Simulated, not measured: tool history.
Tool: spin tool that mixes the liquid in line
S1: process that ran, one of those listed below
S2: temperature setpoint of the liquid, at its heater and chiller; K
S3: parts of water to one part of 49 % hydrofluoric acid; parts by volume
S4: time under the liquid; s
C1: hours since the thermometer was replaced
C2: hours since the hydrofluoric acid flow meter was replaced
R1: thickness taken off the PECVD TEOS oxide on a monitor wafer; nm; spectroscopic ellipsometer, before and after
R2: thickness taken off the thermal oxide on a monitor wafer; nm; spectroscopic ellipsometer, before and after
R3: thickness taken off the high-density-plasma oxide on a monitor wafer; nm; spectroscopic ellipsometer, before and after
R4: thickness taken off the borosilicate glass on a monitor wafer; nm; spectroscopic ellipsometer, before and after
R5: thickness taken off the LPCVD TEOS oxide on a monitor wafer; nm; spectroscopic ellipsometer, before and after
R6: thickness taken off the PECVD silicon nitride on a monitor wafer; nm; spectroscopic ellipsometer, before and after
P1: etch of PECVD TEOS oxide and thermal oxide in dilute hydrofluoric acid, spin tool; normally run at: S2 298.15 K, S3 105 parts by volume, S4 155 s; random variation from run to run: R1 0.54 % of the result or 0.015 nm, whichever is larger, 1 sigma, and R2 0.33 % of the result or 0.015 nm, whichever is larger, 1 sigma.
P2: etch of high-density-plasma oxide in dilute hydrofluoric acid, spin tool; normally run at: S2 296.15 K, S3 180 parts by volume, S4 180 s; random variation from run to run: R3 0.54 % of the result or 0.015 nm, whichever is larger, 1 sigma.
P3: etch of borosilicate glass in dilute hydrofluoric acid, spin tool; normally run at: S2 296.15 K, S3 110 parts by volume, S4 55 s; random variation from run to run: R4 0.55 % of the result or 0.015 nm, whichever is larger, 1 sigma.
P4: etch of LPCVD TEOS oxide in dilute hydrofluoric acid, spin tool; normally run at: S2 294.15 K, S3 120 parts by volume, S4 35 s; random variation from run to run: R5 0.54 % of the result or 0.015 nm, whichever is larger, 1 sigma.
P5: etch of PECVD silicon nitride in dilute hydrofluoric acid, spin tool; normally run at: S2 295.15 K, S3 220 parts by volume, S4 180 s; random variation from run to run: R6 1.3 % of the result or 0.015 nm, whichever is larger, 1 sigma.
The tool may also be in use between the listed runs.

run   hour  S1      S2   S3   S4      C1     C2      R1       R2        R3      R4       R5      R6
  1    4.4  P1  298.15  105  155  1626.8  795.1  26.121   7.1866
  2    7.4  P1  298.15  140  155  1629.8  798.1  18.800   5.1335
  3   13.3  P2  292.65  180  180  1635.7  804.0                    6.98420
  4   17.4  P3  290.15  110   55  1639.8  808.1                              8.387
  5   22.8  P4  294.15  120   60  1645.2  813.5                                     18.5490
  6   26.6  P1  298.15  105  305  1649.0  817.3  51.199  14.0620
  7   30.7  P4  294.15  120   35  1653.1  821.4                                     10.7960
  8   37.0  P2  296.15  180  180  1659.4  827.7                    8.03550
  9   42.8  P3  296.15   25   55  1665.2  833.5                             52.595
 10   49.2  P5  295.15  220  350  1671.6  839.9                                              3.4380
 11   54.8  P3  296.15  110   55  1677.2  845.5                             10.767
      58.1  -- hydrofluoric acid flow meter replaced
 12   60.4  P2  296.15  180   20  1682.8    2.4                    0.90247
 13   65.9  P1  298.15  105   55  1688.3    7.9   9.272   2.5377
 14   70.4  P1  298.15  105  155  1692.8   12.4  25.980   7.1099
 15   74.3  P2  296.15   75  180  1696.7   16.3                   21.54800
 16   80.8  P1  298.15  105  155  1703.2   22.8  26.353   7.1659
 17   87.4  P1  293.15  105  155  1709.8   29.4  21.481   5.8573
 18   92.6  P4  294.15  205   35  1715.0   34.6                                      5.7322
 19   97.6  P1  306.65  105  155  1720.0   39.6  36.428   9.8834
 20  102.1  P2  296.15  180  180  1724.5   44.1                    8.01340
 21  105.4  P5  295.15  220  180  1727.8   47.4                                              1.7743
 22  108.9  P1  298.15   55  155  1731.3   50.9  53.335  14.6010
 23  113.1  P4  299.65  120   35  1735.5   55.1                                     13.3250
 24  117.7  P1  304.65  105  225  1740.1   59.7  48.188  13.2660
 25  124.3  P1  298.15  105  155  1746.7   66.3  26.367   7.1799
 26  129.6  P3  296.15  110   90  1752.0   71.6                             17.461
 27  133.2  P5  299.65  220  180  1755.6   75.2                                              2.3163
 28  138.8  P1  298.15  105  155  1761.2   80.8  26.379   7.1803
 29  142.8  P5  295.15  125  180  1765.2   84.8                                              3.1186
 30  146.2  P1  298.15  105  155  1768.6   88.2  25.884   7.1508
 31  152.2  P1  298.15  105  155  1774.6   94.2  26.984   7.3887
 32  156.5  P1  298.15  105  155  1778.9   98.5  27.176   7.4293
 33  163.1  P1  298.15  105  155  1785.5  105.1  27.593   7.5566
 34  168.7  P1  298.15  105  155  1791.1  110.7  27.696   7.6311
 35  172.5  P1  298.15  105  155  1794.9  114.5  27.688   7.6383
 36  176.2  P1  298.15  105  155  1798.6  118.2  28.196   7.6813
 37  182.4  P1  298.15  105  155  1804.8  124.4  28.143   7.6349
 38  185.4  P1  298.15  105  155  1807.8  127.4  28.082   7.6883
 39  189.9  P1  298.15  105  155  1812.3  131.9  28.053   7.6801
 40  194.9  P1  298.15  105  155  1817.3  136.9  28.024   7.6681

What P1 gives has crept away from where it was. These 2 causes fit the log equally well, each at the size given:
A: hydrofluoric acid flow above the setpoint (%) = 6.62
B: liquid hotter than its thermometer reads (K) = 1.87
The creep began at about hour 146.2.

4 check runs are offered, each on 5 wafers whose results are averaged, their results left as question marks. Which one tells the causes apart?
check 1  199.9  P4  294.15  120   35                           ?
check 2  199.9  P5  295.15  220  180                               ?
check 3  199.9  P2  296.15  180  180                   ?
check 4  199.9  P3  296.15  110   55                       ?

What each check would give under each cause:
  check  result     if A     if B
check 1      R5  11.5860  11.6100
check 2      R6   1.8882   1.9964
check 3      R3  8.66900  8.61590
check 4      R4   11.610   11.626
How far apart the two closest causes lie, in the result that separates them most: check 1 0.21 %; check 2 5.57 %; check 3 0.61 %; check 4 0.14 %
Check 2 tells the causes apart: in the others they would give nearly the same result.

Check 2 was then run and gave: R6 1.8761 nm. Which cause is it?

It is A: hydrofluoric acid flow above the setpoint (%).
